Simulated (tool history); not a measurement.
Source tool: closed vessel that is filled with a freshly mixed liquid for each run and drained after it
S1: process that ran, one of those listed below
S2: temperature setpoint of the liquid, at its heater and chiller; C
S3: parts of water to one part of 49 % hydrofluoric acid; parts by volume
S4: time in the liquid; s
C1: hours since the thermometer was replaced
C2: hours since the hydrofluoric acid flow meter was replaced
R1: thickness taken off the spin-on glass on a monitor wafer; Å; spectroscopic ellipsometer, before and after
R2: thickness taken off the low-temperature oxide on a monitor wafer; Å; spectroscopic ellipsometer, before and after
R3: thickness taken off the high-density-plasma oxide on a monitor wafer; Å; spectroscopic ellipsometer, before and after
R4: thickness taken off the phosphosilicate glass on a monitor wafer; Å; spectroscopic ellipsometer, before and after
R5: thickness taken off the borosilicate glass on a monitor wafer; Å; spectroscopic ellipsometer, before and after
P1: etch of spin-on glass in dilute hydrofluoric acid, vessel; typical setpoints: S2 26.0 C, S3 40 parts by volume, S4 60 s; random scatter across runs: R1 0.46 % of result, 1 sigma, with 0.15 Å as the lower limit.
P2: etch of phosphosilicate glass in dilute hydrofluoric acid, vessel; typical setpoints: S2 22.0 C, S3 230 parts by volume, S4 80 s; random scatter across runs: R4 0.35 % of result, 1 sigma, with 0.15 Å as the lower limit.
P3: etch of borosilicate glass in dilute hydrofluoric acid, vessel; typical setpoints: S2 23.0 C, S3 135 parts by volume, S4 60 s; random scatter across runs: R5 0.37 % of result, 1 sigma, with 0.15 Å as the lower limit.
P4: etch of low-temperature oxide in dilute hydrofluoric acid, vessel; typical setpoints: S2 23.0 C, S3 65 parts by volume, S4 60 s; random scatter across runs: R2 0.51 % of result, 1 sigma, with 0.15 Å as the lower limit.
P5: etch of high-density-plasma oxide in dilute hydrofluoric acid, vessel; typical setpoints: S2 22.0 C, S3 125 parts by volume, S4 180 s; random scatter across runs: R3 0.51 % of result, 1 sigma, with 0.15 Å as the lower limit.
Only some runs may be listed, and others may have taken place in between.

Run 1, day 0.771: S1 P1, S2 26.0 C, S3 40 parts by volume, S4 60 s; C1 1235.3; C2 386.2. Result: R1 624.04 Å.
Run 2, day 1.225: S1 P4, S2 23.0 C, S3 65 parts by volume, S4 60 s; C1 1246.2; C2 397.1. Result: R2 212.10 Å.
Run 3, day 2.000: S1 P1, S2 26.0 C, S3 40 parts by volume, S4 60 s; C1 1264.8; C2 415.7. Result: R1 618.19 Å.
Run 4, day 2.562: S1 P1, S2 26.0 C, S3 40 parts by volume, S4 60 s; C1 1278.3; C2 429.2. Result: R1 622.75 Å.
Run 5, day 2.996: S1 P1, S2 34.0 C, S3 40 parts by volume, S4 60 s; C1 1288.7; C2 439.6. Result: R1 855.49 Å.
Run 6, day 3.450: S1 P4, S2 23.0 C, S3 65 parts by volume, S4 60 s; C1 1299.6; C2 450.5. Result: R2 214.27 Å.
Run 7, day 3.858: S1 P5, S2 27.0 C, S3 125 parts by volume, S4 180 s; C1 1309.4; C2 460.3. Result: R3 80.661 Å.
Run 8, day 4.246: S1 P5, S2 22.0 C, S3 125 parts by volume, S4 180 s; C1 1318.7; C2 469.6. Result: R3 66.621 Å.
Run 9, day 4.846: S1 P5, S2 22.0 C, S3 125 parts by volume, S4 180 s; C1 1333.1; C2 484.0. Result: R3 67.025 Å.
Run 10, day 5.275: S1 P2, S2 22.0 C, S3 230 parts by volume, S4 80 s; C1 1343.4; C2 494.3. Result: R4 445.44 Å.
Run 11, day 6.054: S1 P2, S2 22.0 C, S3 410 parts by volume, S4 80 s; C1 1362.1; C2 513.0. Result: R4 210.72 Å.
Run 12, day 6.800: S1 P5, S2 22.0 C, S3 125 parts by volume, S4 310 s; C1 1380.0; C2 530.9. Result: R3 114.100 Å.
Run 13, day 7.483: S1 P2, S2 29.5 C, S3 230 parts by volume, S4 80 s; C1 1396.4; C2 547.3. Result: R4 580.57 Å.
Run 14, day 8.171: S1 P1, S2 26.0 C, S3 65 parts by volume, S4 60 s; C1 1412.9; C2 563.8. Result: R1 370.30 Å.
Run 15, day 8.721: S1 P1, S2 22.5 C, S3 20 parts by volume, S4 60 s; C1 1426.1; C2 577.0. Result: R1 1108.80 Å.
Run 16, day 9.450: S1 P1, S2 21.5 C, S3 40 parts by volume, S4 60 s; C1 1443.6; C2 594.5. Result: R1 511.84 Å.
Run 17, day 10.204: S1 P1, S2 31.5 C, S3 40 parts by volume, S4 30 s; C1 1461.7; C2 612.6. Result: R1 386.68 Å.
Run 18, day 10.646: S1 P1, S2 26.0 C, S3 40 parts by volume, S4 60 s; C1 1472.3; C2 623.2. Result: R1 623.11 Å.
Run 19, day 11.150: S1 P4, S2 23.0 C, S3 105 parts by volume, S4 60 s; C1 1484.4; C2 635.3. Result: R2 124.98 Å.
Run 20, day 11.688: S1 P4, S2 23.0 C, S3 65 parts by volume, S4 30 s; C1 1497.3; C2 648.2. Result: R2 106.34 Å.
Run 21, day 12.421: S1 P3, S2 23.0 C, S3 135 parts by volume, S4 105 s; C1 1514.9; C2 665.8. Result: R5 293.13 Å.
Run 22, day 12.767: S1 P3, S2 23.0 C, S3 135 parts by volume, S4 60 s; C1 1523.2; C2 674.1. Result: R5 168.78 Å.
Run 23, day 13.550: S1 P2, S2 22.0 C, S3 230 parts by volume, S4 30 s; C1 1542.0; C2 692.9. Result: R4 166.74 Å.
Run 24, day 13.975: S1 P2, S2 22.0 C, S3 230 parts by volume, S4 80 s; C1 1552.2; C2 703.1. Result: R4 446.56 Å.
Run 25, day 14.488: S1 P1, S2 26.0 C, S3 40 parts by volume, S4 110 s; C1 1564.5; C2 715.4. Result: R1 1144.20 Å.
Run 26, day 15.238: S1 P3, S2 17.0 C, S3 135 parts by volume, S4 60 s; C1 1582.5; C2 733.4. Result: R5 131.77 Å.
Run 27, day 15.679: S1 P5, S2 22.0 C, S3 70 parts by volume, S4 180 s; C1 1593.1; C2 744.0. Result: R3 126.870 Å.
Run 28, day 16.058: S1 P1, S2 26.0 C, S3 20 parts by volume, S4 60 s; C1 1602.2; C2 753.1. Result: R1 1286.90 Å.
Run 29, day 16.542: S1 P4, S2 29.5 C, S3 65 parts by volume, S4 60 s; C1 1613.8; C2 764.7. Result: R2 274.58 Å.
Run 30, day 17.204: S1 P1, S2 26.0 C, S3 40 parts by volume, S4 60 s; C1 1629.7; C2 780.6. Result: R1 624.84 Å.
Run 31, day 17.833: S1 P1, S2 26.0 C, S3 40 parts by volume, S4 35 s; C1 1644.8; C2 795.7. Result: R1 366.01 Å.
Run 32, day 18.546: S1 P1, S2 26.0 C, S3 40 parts by volume, S4 60 s; C1 1661.9; C2 812.8. Result: R1 621.42 Å.
Run 33, day 19.079: S1 P1, S2 26.0 C, S3 40 parts by volume, S4 60 s; C1 1674.7; C2 825.6. Result: R1 621.96 Å.
Run 34, day 19.683: S1 P3, S2 23.0 C, S3 200 parts by volume, S4 60 s; C1 1689.2; C2 840.1. Result: R5 105.39 Å.
Run 35, day 20.400: S1 P1, S2 26.0 C, S3 40 parts by volume, S4 60 s; C1 1706.4; C2 857.3. Result: R1 621.87 Å.
Run 36, day 20.988: S1 P1, S2 26.0 C, S3 40 parts by volume, S4 60 s; C1 1720.5; C2 871.4. Result: R1 655.32 Å.
Run 37, day 21.638: S1 P1, S2 26.0 C, S3 40 parts by volume, S4 60 s; C1 1736.1; C2 887.0. Result: R1 666.81 Å.
Run 38, day 22.388: S1 P1, S2 26.0 C, S3 40 parts by volume, S4 60 s; C1 1754.1; C2 905.0. Result: R1 675.51 Å.
Run 39, day 23.004: S1 P1, S2 26.0 C, S3 40 parts by volume, S4 60 s; C1 1768.9; C2 919.8. Result: R1 682.87 Å.
Run 40, day 23.688: S1 P1, S2 26.0 C, S3 40 parts by volume, S4 60 s; C1 1785.3; C2 936.2. Result: R1 681.35 Å.
Run 41, day 24.092: S1 P1, S2 26.0 C, S3 40 parts by volume, S4 60 s; C1 1795.0; C2 945.9. Result: R1 684.61 Å.

The output of P1 has drifted from where it used to be. Each of the 2 causes below, taken at the size shown beside it, accounts for the log equally well:
A: hydrofluoric acid flow above the setpoint (%) = 9.45
B: liquid hotter than its thermometer reads (K) = 2.36
At approximately day 20.400, the process output began to creep.

Of the 4 check runs listed below, each run on one wafer and each result written as a question mark, which would let you distinguish the listed causes because they would give clearly different results?
Run check 1, day 24.496: S1 P5, S2 22.0 C, S3 80 parts by volume, S4 180 s. Result: R3 ?.
Run check 2, day 24.496: S1 P4, S2 29.5 C, S3 65 parts by volume, S4 60 s. Result: R2 ?.
Run check 3, day 24.496: S1 P2, S2 29.5 C, S3 390 parts by volume, S4 80 s. Result: R4 ?.
Run check 4, day 24.496: S1 P3, S2 17.0 C, S3 135 parts by volume, S4 60 s. Result: R5 ?.

What each check would give under each cause:
  check  result     if A     if B
check 1      R3  121.300  120.920
check 2      R2   303.41   301.04
check 3      R4   326.27   309.33
check 4      R5   145.59   144.80
Smallest distance between any two causes, each pair judged by its most separating result, in per cent: check 1 0.32 %; check 2 0.78 %; check 3 5.33 %; check 4 0.55 %
Check 3 tells the causes apart: in the others they would give nearly the same result.

The results of check 3 are: R4 326.82 Å. Based on these, which of the listed causes is it?

It is A: hydrofluoric acid flow above the setpoint (%).
